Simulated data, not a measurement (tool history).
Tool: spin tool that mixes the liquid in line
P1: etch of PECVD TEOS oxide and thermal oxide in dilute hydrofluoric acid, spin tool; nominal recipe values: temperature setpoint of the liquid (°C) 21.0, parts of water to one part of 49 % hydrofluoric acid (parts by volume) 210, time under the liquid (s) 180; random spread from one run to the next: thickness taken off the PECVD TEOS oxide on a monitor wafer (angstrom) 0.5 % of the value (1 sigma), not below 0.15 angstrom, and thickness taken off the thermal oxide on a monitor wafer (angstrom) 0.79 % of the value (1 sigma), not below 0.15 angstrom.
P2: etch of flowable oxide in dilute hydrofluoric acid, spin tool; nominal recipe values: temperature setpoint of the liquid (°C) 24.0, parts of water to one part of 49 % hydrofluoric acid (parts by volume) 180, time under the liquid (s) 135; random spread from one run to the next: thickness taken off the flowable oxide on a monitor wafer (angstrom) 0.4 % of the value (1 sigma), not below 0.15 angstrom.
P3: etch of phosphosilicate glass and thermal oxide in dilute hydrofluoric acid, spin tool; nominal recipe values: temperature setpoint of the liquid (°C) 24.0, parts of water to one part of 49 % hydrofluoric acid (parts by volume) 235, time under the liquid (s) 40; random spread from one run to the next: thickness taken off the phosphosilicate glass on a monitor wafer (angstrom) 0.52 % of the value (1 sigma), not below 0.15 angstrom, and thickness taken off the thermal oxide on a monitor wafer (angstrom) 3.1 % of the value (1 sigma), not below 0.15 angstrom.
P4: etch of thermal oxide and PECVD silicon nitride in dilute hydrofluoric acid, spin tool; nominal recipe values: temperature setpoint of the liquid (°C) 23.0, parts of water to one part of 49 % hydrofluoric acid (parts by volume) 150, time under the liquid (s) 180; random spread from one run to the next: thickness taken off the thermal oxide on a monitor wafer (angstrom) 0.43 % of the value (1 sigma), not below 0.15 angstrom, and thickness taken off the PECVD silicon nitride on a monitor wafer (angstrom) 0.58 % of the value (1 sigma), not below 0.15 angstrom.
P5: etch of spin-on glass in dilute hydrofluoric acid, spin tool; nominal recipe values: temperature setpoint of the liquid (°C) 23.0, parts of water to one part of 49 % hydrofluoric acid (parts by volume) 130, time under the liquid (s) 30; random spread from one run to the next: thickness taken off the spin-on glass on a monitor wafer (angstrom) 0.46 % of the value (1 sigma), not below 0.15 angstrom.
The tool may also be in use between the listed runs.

run	hour	process that ran	temperature setpoint of the liquid (°C)	parts of water to one part of 49 % hydrofluoric acid (parts by volume)	time under the liquid (s)	hours since the thermometer was replaced	hours since the hydrofluoric acid flow meter was replaced	thickness taken off the PECVD TEOS oxide on a monitor wafer (angstrom)	thickness taken off the thermal oxide on a monitor wafer (angstrom)	thickness taken off the phosphosilicate glass on a monitor wafer (angstrom)	thickness taken off the PECVD silicon nitride on a monitor wafer (angstrom)	thickness taken off the flowable oxide on a monitor wafer (angstrom)	thickness taken off the spin-on glass on a monitor wafer (angstrom)
1	8.2	P1	21.0	210	180	1070.3	1484.7	179.620	31.6950				
2	16.6	P3	24.0	235	75	1078.7	1493.1		12.7660	166.530			
3	22.7	P4	23.0	150	180	1084.8	1499.2		50.0530		63.270		
4	27.9	P2	24.0	180	135	1090.0	1504.4					320.71	
5	33.9	P1	21.0	210	180	1096.0	1510.4	180.170	31.4640				
6	41.1	P3	24.0	75	40	1103.2	1517.6		26.5330	335.530			
7	45.9	P2	24.0	180	45	1108.0	1522.4					108.11	
8	52.1	P1	25.0	210	180	1114.2	1528.6	208.020	35.9660				
9	60.7	P1	21.0	210	180	1122.8	1537.2	181.330	31.3070				
10	66.3	P1	21.0	210	180	1128.4	1542.8	180.230	30.9060				
11	74.8	P4	23.0	30	180	1136.9	1551.3		291.8000		307.510		
12	83.1	P4	29.5	150	180	1145.2	1559.6		64.6980		96.308		
13	92.4	P1	17.0	210	180	1154.5	1568.9	154.960	26.6410				
14	102.4	P5	23.0	130	30	1164.5	1578.9						63.997
15	108.0	P5	23.0	130	15	1170.1	1584.5						31.613
16	114.6	P1	21.0	210	180	1176.7	1591.1	182.220	31.1240				
17	119.9	P1	21.0	210	330	1182.0	1596.4	330.890	58.5760				
18	125.1	P1	17.0	290	180	1187.2	1601.6	104.640	18.2790				
19	135.2	P4	23.0	150	85	1197.3	1611.7		23.7340		30.224		
20	144.3	P3	24.0	235	40	1206.4	1620.8		6.8063	89.101			
21	150.0	P1	21.0	295	270	1212.1	1626.5	179.440	30.9860				
22	159.7	P2	24.0	180	135	1221.8	1636.2					321.51	
23	166.4	P3	24.0	235	40	1228.5	1642.9		6.9693	90.050			
24	172.5	P5	31.0	130	30	1234.6	1649.0						85.613
25	178.7	P5	23.0	130	30	1240.8	1655.2						64.131
26	186.8	P1	21.0	50	180	1248.9	1663.3	909.260	157.1700				
27	191.7	P1	21.0	210	180	1253.8	1668.2	181.150	31.4170				
28	201.0	P3	28.5	235	40	1263.1	1677.5		8.5442	104.660			
29	210.7	P1	21.0	370	180	1272.8	1687.2	88.825	15.5980				
30	218.7	P1	21.0	210	180	1280.8	1695.2	180.420	31.5850				
31	226.5	P2	17.0	180	135	1288.6	1703.0					244.66	
32	233.4	P1	21.0	210	45	1295.5	1709.9	45.812	7.7896				
33	242.1	P2	24.0	45	135	1304.2	1718.6					1517.40	
34	250.3	P5	23.0	85	30	1312.4	1726.8						102.960
35	260.5	P1	21.0	210	180	1322.6	1737.0	182.100	31.9740				
36	265.1	P1	21.0	210	180	1327.2	1741.6	176.580	31.2290				
37	271.3	P1	21.0	210	180	1333.4	1747.8	174.750	30.1330				
38	277.9	P1	21.0	210	180	1340.0	1754.4	171.950	30.0800				
39	285.2	P1	21.0	210	180	1347.3	1761.7	170.330	29.5650				
40	295.5	P1	21.0	210	180	1357.6	1772.0	170.230	29.6030				
41	302.8	P1	21.0	210	180	1364.9	1779.3	169.870	29.7080				
42	312.0	P1	21.0	210	180	1374.1	1788.5	168.680	29.4870				
43	317.3	P1	21.0	210	180	1379.4	1793.8	168.300	29.2700				
44	323.8	P1	21.0	210	180	1385.9	1800.3	167.660	29.2030				
45	332.6	P1	21.0	210	180	1394.7	1809.1	167.700	29.4660				

The log shows P1 creeping away from where it was. Any of the 2 causes listed here, at the size stated for it, fits the log just as well as the others:
A: hydrofluoric acid flow below the setpoint (%) = 6.24
B: liquid colder than its thermometer reads (K) = 2.04
The process output started creeping at around hour 260.5.

4 check runs are offered, one wafer each, their results left as question marks. Which one tells the causes apart?
check 1	341.4	P4	23.0	150	180				?		?		
check 2	341.4	P2	24.0	180	135							?	
check 3	341.4	P5	23.0	130	30								?
check 4	341.4	P3	24.0	235	40				?	?			

What every check run would give for each of its results, assuming each possible cause in turn:
check	result	if A	if B
check 1	thickness taken off the thermal oxide on a monitor wafer (angstrom)	46.9480	46.7560
check 1	thickness taken off the PECVD silicon nitride on a monitor wafer (angstrom)	59.950	55.871
check 2	thickness taken off the flowable oxide on a monitor wafer (angstrom)	297.15	297.23
check 3	thickness taken off the spin-on glass on a monitor wafer (angstrom)	59.038	58.664
check 4	thickness taken off the thermal oxide on a monitor wafer (angstrom)	6.3516	6.3892
check 4	thickness taken off the phosphosilicate glass on a monitor wafer (angstrom)	82.380	82.868
Per check, the gap between the least separated pair of causes, taken in the result that splits them most: check 1 7.05 %; check 2 0.03 %; check 3 0.64 %; check 4 0.59 %
Check 1 is the one run that separates the causes; every other check would come out nearly the same whichever cause is at work.

Here is what check 1 returned: thickness taken off the thermal oxide on a monitor wafer (angstrom) 47.1360; thickness taken off the PECVD silicon nitride on a monitor wafer (angstrom) 60.708. Which cause is it?

A is the cause: hydrofluoric acid flow below the setpoint (%).
